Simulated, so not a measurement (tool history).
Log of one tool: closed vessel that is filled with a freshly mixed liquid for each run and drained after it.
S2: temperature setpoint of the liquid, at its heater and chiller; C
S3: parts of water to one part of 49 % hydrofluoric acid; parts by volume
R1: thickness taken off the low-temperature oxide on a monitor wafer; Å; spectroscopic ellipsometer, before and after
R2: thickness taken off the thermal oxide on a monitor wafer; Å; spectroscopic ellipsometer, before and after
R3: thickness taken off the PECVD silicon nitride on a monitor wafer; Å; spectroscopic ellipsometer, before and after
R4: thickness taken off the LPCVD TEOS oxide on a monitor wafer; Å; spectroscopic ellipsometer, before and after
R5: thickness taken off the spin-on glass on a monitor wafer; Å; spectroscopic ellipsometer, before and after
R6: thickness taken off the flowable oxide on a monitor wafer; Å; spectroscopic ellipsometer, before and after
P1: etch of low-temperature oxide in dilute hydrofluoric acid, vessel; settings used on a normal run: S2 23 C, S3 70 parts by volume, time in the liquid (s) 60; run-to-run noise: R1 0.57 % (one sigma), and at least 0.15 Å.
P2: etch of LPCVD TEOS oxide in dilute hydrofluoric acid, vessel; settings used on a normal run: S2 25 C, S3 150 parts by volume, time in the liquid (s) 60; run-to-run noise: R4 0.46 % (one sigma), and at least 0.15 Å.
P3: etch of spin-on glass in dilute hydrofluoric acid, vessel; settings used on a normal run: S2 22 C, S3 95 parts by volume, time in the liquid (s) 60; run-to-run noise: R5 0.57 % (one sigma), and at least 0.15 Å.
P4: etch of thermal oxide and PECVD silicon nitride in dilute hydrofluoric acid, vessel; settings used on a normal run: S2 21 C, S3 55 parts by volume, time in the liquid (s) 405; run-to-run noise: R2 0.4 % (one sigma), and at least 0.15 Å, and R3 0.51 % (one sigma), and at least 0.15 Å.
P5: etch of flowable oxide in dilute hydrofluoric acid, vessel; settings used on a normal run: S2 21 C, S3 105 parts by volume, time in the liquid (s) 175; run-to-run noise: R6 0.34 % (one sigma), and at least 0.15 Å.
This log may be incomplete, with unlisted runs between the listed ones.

{"run": 1, "hour": 4.4, "process that ran": "P1", "S2": 23, "S3": 70, "time in the liquid (s)": 60, "R1": 218.19}
{"run": 2, "hour": 7.7, "process that ran": "P4", "S2": 21, "S3": 55, "time in the liquid (s)": 405, "R2": 312.81, "R3": 141.09}
{"run": 3, "hour": 11.8, "process that ran": "P2", "S2": 25, "S3": 150, "time in the liquid (s)": 60, "R4": 169}
{"run": 4, "hour": 15.0, "process that ran": "P1", "S2": 23, "S3": 70, "time in the liquid (s)": 30, "R1": 109.86}
{"run": 5, "hour": 18.6, "process that ran": "P3", "S2": 17, "S3": 95, "time in the liquid (s)": 60, "R5": 125.36}
{"run": 6, "hour": 21.2, "process that ran": "P4", "S2": 21, "S3": 80, "time in the liquid (s)": 405, "R2": 209, "R3": 96.803}
{"run": 7, "hour": 23.5, "process that ran": "P4", "S2": 21, "S3": 55, "time in the liquid (s)": 405, "R2": 314.11, "R3": 141.28}
{"run": 8, "hour": 26.8, "process that ran": "P1", "S2": 23, "S3": 70, "time in the liquid (s)": 95, "R1": 344.75}
{"run": 9, "hour": 30.6, "process that ran": "P2", "S2": 25, "S3": 150, "time in the liquid (s)": 30, "R4": 85.527}
{"run": 10, "hour": 34.6, "process that ran": "P5", "S2": 21, "S3": 175, "time in the liquid (s)": 175, "R6": 238.25}
{"run": 11, "hour": 37.6, "process that ran": "P1", "S2": 23, "S3": 70, "time in the liquid (s)": 60, "R1": 218.85}
{"run": 12, "hour": 41.1, "process that ran": "P3", "S2": 22, "S3": 175, "time in the liquid (s)": 60, "R5": 76.66}
{"run": 13, "hour": 45.0, "process that ran": "P2", "S2": 25, "S3": 150, "time in the liquid (s)": 60, "R4": 169.78}
{"run": 14, "hour": 47.5, "process that ran": "P1", "S2": 17, "S3": 70, "time in the liquid (s)": 90, "R1": 256.05}
{"run": 15, "hour": 49.8, "process that ran": "P3", "S2": 22, "S3": 95, "time in the liquid (s)": 120, "R5": 307.01}
{"run": 16, "hour": 53.5, "process that ran": "P4", "S2": 21, "S3": 55, "time in the liquid (s)": 785, "R2": 606.43, "R3": 271.15}
{"run": 17, "hour": 57.3, "process that ran": "P3", "S2": 22, "S3": 95, "time in the liquid (s)": 60, "R5": 153.94}
{"run": 18, "hour": 60.4, "process that ran": "P1", "S2": 23, "S3": 115, "time in the liquid (s)": 60, "R1": 126.06}
{"run": 19, "hour": 65.3, "process that ran": "P5", "S2": 21, "S3": 105, "time in the liquid (s)": 55, "R6": 134.04}
{"run": 20, "hour": 68.8, "process that ran": "P1", "S2": 29.5, "S3": 70, "time in the liquid (s)": 60, "R1": 282.67}
{"run": 21, "hour": 72.0, "process that ran": "P2", "S2": 25, "S3": 50, "time in the liquid (s)": 60, "R4": 578.08}
{"run": 22, "hour": 74.5, "process that ran": "P1", "S2": 23, "S3": 70, "time in the liquid (s)": 60, "R1": 219.3}
{"run": 23, "hour": 78.5, "process that ran": "P1", "S2": 23, "S3": 70, "time in the liquid (s)": 60, "R1": 220.34}
{"run": 24, "hour": 81.6, "process that ran": "P1", "S2": 23, "S3": 70, "time in the liquid (s)": 60, "R1": 219.61}
{"run": 25, "hour": 84.0, "process that ran": "P1", "S2": 23, "S3": 70, "time in the liquid (s)": 60, "R1": 216.69}
{"run": 26, "hour": 86.4, "process that ran": "P5", "S2": 21, "S3": 105, "time in the liquid (s)": 175, "R6": 427.36}
{"run": 27, "hour": 89.7, "process that ran": "P5", "S2": 17, "S3": 105, "time in the liquid (s)": 175, "R6": 362.36}
{"run": 28, "hour": 92.0, "process that ran": "P1", "S2": 23, "S3": 70, "time in the liquid (s)": 60, "R1": 218.1}
{"run": 29, "hour": 95.8, "process that ran": "P4", "S2": 17, "S3": 55, "time in the liquid (s)": 405, "R2": 262.26, "R3": 106.17}
{"run": 30, "hour": 100.2, "process that ran": "P1", "S2": 18.5, "S3": 70, "time in the liquid (s)": 60, "R1": 181.22}
{"run": 31, "hour": 104.0, "process that ran": "P2", "S2": 18.5, "S3": 150, "time in the liquid (s)": 60, "R4": 131.56}
{"run": 32, "hour": 107.9, "process that ran": "P1", "S2": 23, "S3": 30, "time in the liquid (s)": 60, "R1": 538.64}
{"run": 33, "hour": 110.7, "process that ran": "P1", "S2": 26.5, "S3": 120, "time in the liquid (s)": 60, "R1": 137.29}
{"run": 34, "hour": 115.6, "process that ran": "P1", "S2": 23, "S3": 70, "time in the liquid (s)": 60, "R1": 218.08}
{"run": 35, "hour": 118.4, "process that ran": "P1", "S2": 23, "S3": 70, "time in the liquid (s)": 60, "R1": 223.32}
{"run": 36, "hour": 122.0, "process that ran": "P1", "S2": 23, "S3": 70, "time in the liquid (s)": 60, "R1": 229.96}
{"run": 37, "hour": 126.7, "process that ran": "P1", "S2": 23, "S3": 70, "time in the liquid (s)": 60, "R1": 233.34}
{"run": 38, "hour": 129.2, "process that ran": "P1", "S2": 23, "S3": 70, "time in the liquid (s)": 60, "R1": 236.04}
{"run": 39, "hour": 133.1, "process that ran": "P1", "S2": 23, "S3": 70, "time in the liquid (s)": 60, "R1": 236.33}
{"run": 40, "hour": 136.4, "process that ran": "P1", "S2": 23, "S3": 70, "time in the liquid (s)": 60, "R1": 237.61}
{"run": 41, "hour": 140.4, "process that ran": "P1", "S2": 23, "S3": 70, "time in the liquid (s)": 60, "R1": 239.46}
{"run": 42, "hour": 143.8, "process that ran": "P1", "S2": 23, "S3": 70, "time in the liquid (s)": 60, "R1": 240.62}
{"run": 43, "hour": 147.6, "process that ran": "P1", "S2": 23, "S3": 70, "time in the liquid (s)": 60, "R1": 238.9}
{"run": 44, "hour": 152.2, "process that ran": "P1", "S2": 23, "S3": 70, "time in the liquid (s)": 60, "R1": 238.39}

The log shows P1 creeping away from where it was. Any of the 2 causes listed here, at the size stated for it, fits the log just as well as the others:
A: hydrofluoric acid flow above the setpoint (%) = 8.79
B: liquid hotter than its thermometer reads (K) = 2.26
The drift started at roughly hour 115.6.

Each of the 4 check runs below uses one wafer; its results are left as question marks. Which run tells the causes apart?
{"run": "check 1", "hour": 156.8, "process that ran": "P2", "S2": 19, "S3": 50, "time in the liquid (s)": 60, "R4": "?"}
{"run": "check 2", "hour": 156.8, "process that ran": "P3", "S2": 17, "S3": 95, "time in the liquid (s)": 115, "R5": "?"}
{"run": "check 3", "hour": 156.8, "process that ran": "P5", "S2": 17, "S3": 105, "time in the liquid (s)": 175, "R6": "?"}
{"run": "check 4", "hour": 156.8, "process that ran": "P4", "S2": 17, "S3": 55, "time in the liquid (s)": 685, "R2": "?", "R3": "?"}

Expected result of each check under each candidate cause:
check=check_1 result=R4 if_A=492.84 if_B=496.25
check=check_2 result=R5 if_A=262.25 if_B=262.85
check=check_3 result=R6 if_A=398.82 if_B=399.26
check=check_4 result=R2 if_A=489.02 if_B=492.94
check=check_4 result=R3 if_A=194.79 if_B=210.46
Separation of the two closest causes in each check, using whichever result separates them best: check 1 0.69 %; check 2 0.23 %; check 3 0.11 %; check 4 7.74 %
Only in check 4 would the causes give clearly different results; in the remaining checks their results would be nearly the same.

With check 4 done, the readings were: R2 493.98 Å; R3 209.65 Å. Identify which of the listed causes applies.

The correct cause is B, namely: liquid hotter than its thermometer reads (K).

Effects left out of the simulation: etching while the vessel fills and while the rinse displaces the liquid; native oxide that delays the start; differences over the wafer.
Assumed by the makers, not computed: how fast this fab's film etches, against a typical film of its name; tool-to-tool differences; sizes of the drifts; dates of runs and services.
